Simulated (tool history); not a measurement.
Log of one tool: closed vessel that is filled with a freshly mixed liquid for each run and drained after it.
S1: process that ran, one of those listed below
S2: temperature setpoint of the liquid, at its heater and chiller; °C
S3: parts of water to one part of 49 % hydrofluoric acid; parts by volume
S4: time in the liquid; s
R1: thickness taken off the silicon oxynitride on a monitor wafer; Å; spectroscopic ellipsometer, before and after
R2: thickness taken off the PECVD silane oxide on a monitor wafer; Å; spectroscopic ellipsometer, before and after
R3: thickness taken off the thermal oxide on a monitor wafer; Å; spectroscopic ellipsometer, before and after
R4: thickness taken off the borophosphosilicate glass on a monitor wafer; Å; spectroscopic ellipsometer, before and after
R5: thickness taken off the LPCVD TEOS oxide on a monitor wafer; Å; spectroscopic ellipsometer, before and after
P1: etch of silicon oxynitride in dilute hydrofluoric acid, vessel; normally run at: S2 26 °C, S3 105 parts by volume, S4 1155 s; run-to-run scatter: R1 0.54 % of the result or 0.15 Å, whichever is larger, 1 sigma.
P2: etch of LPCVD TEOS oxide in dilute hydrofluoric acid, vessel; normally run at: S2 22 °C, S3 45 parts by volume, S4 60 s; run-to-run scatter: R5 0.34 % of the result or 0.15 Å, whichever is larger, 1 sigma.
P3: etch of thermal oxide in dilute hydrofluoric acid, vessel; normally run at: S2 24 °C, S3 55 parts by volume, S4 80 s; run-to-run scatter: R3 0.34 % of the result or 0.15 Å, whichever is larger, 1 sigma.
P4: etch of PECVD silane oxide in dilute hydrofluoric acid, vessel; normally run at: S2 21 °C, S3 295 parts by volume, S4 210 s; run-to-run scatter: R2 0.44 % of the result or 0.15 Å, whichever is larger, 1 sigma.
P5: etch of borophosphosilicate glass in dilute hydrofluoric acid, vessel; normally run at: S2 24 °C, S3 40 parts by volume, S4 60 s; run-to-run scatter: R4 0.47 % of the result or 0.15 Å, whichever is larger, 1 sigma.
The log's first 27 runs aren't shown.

{"run": 28, "hour": 93.1, "S1": "P2", "S2": 22, "S3": 45, "S4": 60, "R5": 436.07}
{"run": 29, "hour": 97.5, "S1": "P1", "S2": 26, "S3": 105, "S4": 1155, "R1": 593.66}
{"run": 30, "hour": 99.7, "S1": "P3", "S2": 24, "S3": 55, "S4": 35, "R3": 31.946}
{"run": 31, "hour": 103.9, "S1": "P4", "S2": 21, "S3": 525, "S4": 210, "R2": 41.177}
{"run": 32, "hour": 108.6, "S1": "P1", "S2": 26, "S3": 105, "S4": 1155, "R1": 589.04}
{"run": 33, "hour": 112.6, "S1": "P1", "S2": 26, "S3": 105, "S4": 1155, "R1": 575.19}
{"run": 34, "hour": 116.6, "S1": "P1", "S2": 26, "S3": 105, "S4": 1155, "R1": 559.46}
{"run": 35, "hour": 118.8, "S1": "P1", "S2": 26, "S3": 105, "S4": 1155, "R1": 557.44}
{"run": 36, "hour": 121.5, "S1": "P1", "S2": 26, "S3": 105, "S4": 1155, "R1": 553.39}
{"run": 37, "hour": 125.8, "S1": "P1", "S2": 26, "S3": 105, "S4": 1155, "R1": 550.87}
{"run": 38, "hour": 130.0, "S1": "P1", "S2": 26, "S3": 105, "S4": 1155, "R1": 553.86}
{"run": 39, "hour": 133.8, "S1": "P1", "S2": 26, "S3": 105, "S4": 1155, "R1": 549.55}

Forecast run 40:
{"run": 40, "hour": 138.8, "S1": "P1", "S2": 26, "S3": 105, "S4": 1155, "R1": "?"}

{"run 40": {"R1": 545.38}}
